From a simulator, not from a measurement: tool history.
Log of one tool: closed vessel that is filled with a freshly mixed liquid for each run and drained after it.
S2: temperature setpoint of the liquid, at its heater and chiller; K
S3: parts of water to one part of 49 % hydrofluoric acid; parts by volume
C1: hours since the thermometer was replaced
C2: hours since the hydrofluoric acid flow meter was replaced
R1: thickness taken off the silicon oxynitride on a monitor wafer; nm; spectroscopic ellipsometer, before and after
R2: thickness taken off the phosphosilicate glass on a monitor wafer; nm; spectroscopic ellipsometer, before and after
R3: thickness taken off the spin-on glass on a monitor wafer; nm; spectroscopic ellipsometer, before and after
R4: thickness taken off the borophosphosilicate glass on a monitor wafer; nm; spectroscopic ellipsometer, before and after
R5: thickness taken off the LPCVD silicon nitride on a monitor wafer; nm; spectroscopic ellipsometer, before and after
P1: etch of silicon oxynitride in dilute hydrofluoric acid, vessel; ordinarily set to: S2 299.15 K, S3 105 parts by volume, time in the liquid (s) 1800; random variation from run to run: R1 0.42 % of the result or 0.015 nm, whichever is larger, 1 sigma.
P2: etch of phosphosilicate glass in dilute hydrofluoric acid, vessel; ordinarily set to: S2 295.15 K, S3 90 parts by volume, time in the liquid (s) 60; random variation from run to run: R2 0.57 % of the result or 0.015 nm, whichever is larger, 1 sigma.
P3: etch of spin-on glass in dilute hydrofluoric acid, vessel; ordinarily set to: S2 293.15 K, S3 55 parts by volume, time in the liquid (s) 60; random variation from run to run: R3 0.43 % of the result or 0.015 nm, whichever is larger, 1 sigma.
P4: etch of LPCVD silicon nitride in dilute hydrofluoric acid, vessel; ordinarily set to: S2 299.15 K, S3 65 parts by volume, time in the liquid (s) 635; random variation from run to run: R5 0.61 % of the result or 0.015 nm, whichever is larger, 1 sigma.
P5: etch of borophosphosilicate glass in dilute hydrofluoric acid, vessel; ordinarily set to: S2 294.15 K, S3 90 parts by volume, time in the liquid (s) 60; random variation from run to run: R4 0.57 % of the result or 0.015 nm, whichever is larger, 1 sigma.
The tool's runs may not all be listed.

Run 1, hour 6.9: process that ran P1, S2 299.15 K, S3 105 parts by volume, time in the liquid (s) 1800; C1 404.6; C2 749.9. Result: R1 30.53 nm.
Run 2, hour 12.7: process that ran P1, S2 293.65 K, S3 105 parts by volume, time in the liquid (s) 1800; C1 410.4; C2 755.7. Result: R1 23.645 nm.
Run 3, hour 17.3: process that ran P1, S2 303.65 K, S3 105 parts by volume, time in the liquid (s) 1800; C1 415; C2 760.3. Result: R1 37.323 nm.
Run 4, hour 23.9: process that ran P1, S2 299.15 K, S3 60 parts by volume, time in the liquid (s) 1800; C1 421.6; C2 766.9. Result: R1 55.819 nm.
Run 5, hour 32: process that ran P2, S2 295.15 K, S3 90 parts by volume, time in the liquid (s) 60; C1 429.7; C2 775. Result: R2 53.676 nm.
Run 6, hour 40.5: process that ran P3, S2 293.15 K, S3 20 parts by volume, time in the liquid (s) 60; C1 438.2; C2 783.5. Result: R3 124.04 nm.
Run 7, hour 46.5: process that ran P1, S2 299.15 K, S3 105 parts by volume, time in the liquid (s) 2720; C1 444.2; C2 789.5. Result: R1 45.999 nm.
Run 8, hour 51.4: process that ran P2, S2 295.15 K, S3 30 parts by volume, time in the liquid (s) 60; C1 449.1; C2 794.4. Result: R2 171.04 nm.
Run 9, hour 59: process that ran P3, S2 293.15 K, S3 55 parts by volume, time in the liquid (s) 60; C1 456.7; C2 802. Result: R3 43.578 nm.
Run 10, hour 67.7: process that ran P5, S2 302.15 K, S3 90 parts by volume, time in the liquid (s) 60; C1 465.4; C2 810.7. Result: R4 32.051 nm.
Run 11, hour 74.1: process that ran P2, S2 295.15 K, S3 90 parts by volume, time in the liquid (s) 30; C1 471.8; C2 817.1. Result: R2 26.543 nm.
Run 12, hour 81.8: process that ran P1, S2 299.15 K, S3 190 parts by volume, time in the liquid (s) 1800; C1 479.5; C2 824.8. Result: R1 15.833 nm.
Run 13, hour 86.2: process that ran P1, S2 307.15 K, S3 105 parts by volume, time in the liquid (s) 310; C1 483.9; C2 829.2. Result: R1 7.5735 nm.
Run 14, hour 94.5: process that ran P5, S2 294.15 K, S3 90 parts by volume, time in the liquid (s) 60; C1 492.2; C2 837.5. Result: R4 23.142 nm.
Run 15, hour 100.9: process that ran P2, S2 298.65 K, S3 90 parts by volume, time in the liquid (s) 60; C1 498.6; C2 843.9. Result: R2 61.534 nm.
Run 16, hour 105.5: process that ran P5, S2 294.15 K, S3 90 parts by volume, time in the liquid (s) 30; C1 503.2; C2 848.5. Result: R4 11.668 nm.
Run 17, hour 114.1: process that ran P4, S2 299.15 K, S3 65 parts by volume, time in the liquid (s) 635; C1 511.8; C2 857.1. Result: R5 4.7483 nm.
Run 18, hour 121.1: process that ran P2, S2 295.15 K, S3 90 parts by volume, time in the liquid (s) 60; C1 518.8; C2 864.1. Result: R2 53.294 nm.
Run 19, hour 126.4: process that ran P4, S2 294.15 K, S3 65 parts by volume, time in the liquid (s) 635; C1 524.1; C2 869.4. Result: R5 3.391 nm.
Run 20, hour 132.1: process that ran P4, S2 299.15 K, S3 90 parts by volume, time in the liquid (s) 635; C1 529.8; C2 875.1. Result: R5 3.4249 nm.
Run 21, hour 136.5: process that ran P1, S2 299.15 K, S3 105 parts by volume, time in the liquid (s) 1800; C1 534.2; C2 879.5. Result: R1 30.548 nm.
Run 22, hour 143.2: process that ran P3, S2 290.15 K, S3 55 parts by volume, time in the liquid (s) 60; C1 540.9; C2 886.2. Result: R3 38.077 nm.
Run 23, hour 152: process that ran P3, S2 293.15 K, S3 55 parts by volume, time in the liquid (s) 30; C1 549.7; C2 895. Result: R3 21.708 nm.
Run 24, hour 156.2: process that ran P5, S2 294.15 K, S3 90 parts by volume, time in the liquid (s) 60; C1 553.9; C2 899.2. Result: R4 23.241 nm.
Run 25, hour 163.2: process that ran P1, S2 299.15 K, S3 105 parts by volume, time in the liquid (s) 1800; C1 560.9; C2 906.2. Result: R1 30.233 nm.
Run 26, hour 168.8: process that ran P1, S2 299.15 K, S3 105 parts by volume, time in the liquid (s) 105; C1 566.5; C2 911.8. Result: R1 1.7687 nm.
At hour 169.9: hydrofluoric acid flow meter replaced.
Run 27, hour 175.1: process that ran P4, S2 299.15 K, S3 65 parts by volume, time in the liquid (s) 55; C1 572.8; C2 5.3. Result: R5 0.40055 nm.
Run 28, hour 182: process that ran P4, S2 299.15 K, S3 65 parts by volume, time in the liquid (s) 635; C1 579.7; C2 12.2. Result: R5 4.7867 nm.
Run 29, hour 187.7: process that ran P1, S2 306.65 K, S3 50 parts by volume, time in the liquid (s) 1800; C1 585.4; C2 17.9. Result: R1 96.003 nm.
Run 30, hour 192: process that ran P1, S2 299.15 K, S3 105 parts by volume, time in the liquid (s) 1800; C1 589.7; C2 22.2. Result: R1 30.467 nm.
Run 31, hour 198.7: process that ran P5, S2 294.15 K, S3 140 parts by volume, time in the liquid (s) 60; C1 596.4; C2 28.9. Result: R4 14.282 nm.
Run 32, hour 205.3: process that ran P1, S2 299.15 K, S3 45 parts by volume, time in the liquid (s) 3450; C1 603; C2 35.5. Result: R1 144.14 nm.
Run 33, hour 214: process that ran P1, S2 299.15 K, S3 105 parts by volume, time in the liquid (s) 1800; C1 611.7; C2 44.2. Result: R1 30.583 nm.
Run 34, hour 218.3: process that ran P1, S2 299.15 K, S3 105 parts by volume, time in the liquid (s) 1800; C1 616; C2 48.5. Result: R1 31.626 nm.
Run 35, hour 226.9: process that ran P1, S2 299.15 K, S3 105 parts by volume, time in the liquid (s) 1800; C1 624.6; C2 57.1. Result: R1 32.613 nm.
Run 36, hour 233.3: process that ran P1, S2 299.15 K, S3 105 parts by volume, time in the liquid (s) 1800; C1 631; C2 63.5. Result: R1 33.178 nm.
Run 37, hour 238.7: process that ran P1, S2 299.15 K, S3 105 parts by volume, time in the liquid (s) 1800; C1 636.4; C2 68.9. Result: R1 33.518 nm.
Run 38, hour 245.7: process that ran P1, S2 299.15 K, S3 105 parts by volume, time in the liquid (s) 1800; C1 643.4; C2 75.9. Result: R1 33.663 nm.
Run 39, hour 253.6: process that ran P1, S2 299.15 K, S3 105 parts by volume, time in the liquid (s) 1800; C1 651.3; C2 83.8. Result: R1 33.795 nm.
Run 40, hour 259.1: process that ran P1, S2 299.15 K, S3 105 parts by volume, time in the liquid (s) 1800; C1 656.8; C2 89.3. Result: R1 33.766 nm.
Run 41, hour 265.7: process that ran P1, S2 299.15 K, S3 105 parts by volume, time in the liquid (s) 1800; C1 663.4; C2 95.9. Result: R1 33.792 nm.
Run 42, hour 272.1: process that ran P1, S2 299.15 K, S3 105 parts by volume, time in the liquid (s) 1800; C1 669.8; C2 102.3. Result: R1 33.947 nm.

What P1 gives has crept off from where it sat before. The 2 causes that follow fit the log equally well, each at the size noted:
A: hydrofluoric acid flow above the setpoint (%) = 10.1
B: liquid hotter than its thermometer reads (K) = 2.3
Onset of the creep was near hour 214.

Question marks stand in for the results of the 4 check runs listed below, each run on one wafer. Under which run would the listed causes show clearly different results?
Run check 1, hour 278.5: process that ran P3, S2 293.15 K, S3 55 parts by volume, time in the liquid (s) 60. Result: R3 ?.
Run check 2, hour 278.5: process that ran P5, S2 294.15 K, S3 90 parts by volume, time in the liquid (s) 60. Result: R4 ?.
Run check 3, hour 278.5: process that ran P4, S2 299.15 K, S3 65 parts by volume, time in the liquid (s) 635. Result: R5 ?.
Run check 4, hour 278.5: process that ran P2, S2 295.15 K, S3 90 parts by volume, time in the liquid (s) 60. Result: R2 ?.

Check results expected under each cause:
  check  result    if A    if B
check 1      R3  48.226  47.943
check 2      R4  25.879  25.555
check 3      R5  5.1889   5.485
check 4      R2  59.339  58.534
Gap, in per cent, between the two causes that each check separates least, read from the result that separates them most: check 1 0.59 %; check 2 1.26 %; check 3 5.55 %; check 4 1.37 %
Only in check 3 would the causes give clearly different results; in the remaining checks their results would be nearly the same.

Check 3 has now been run. It gave: R5 5.1693 nm. Which of the candidate causes is it?

It is A: hydrofluoric acid flow above the setpoint (%).
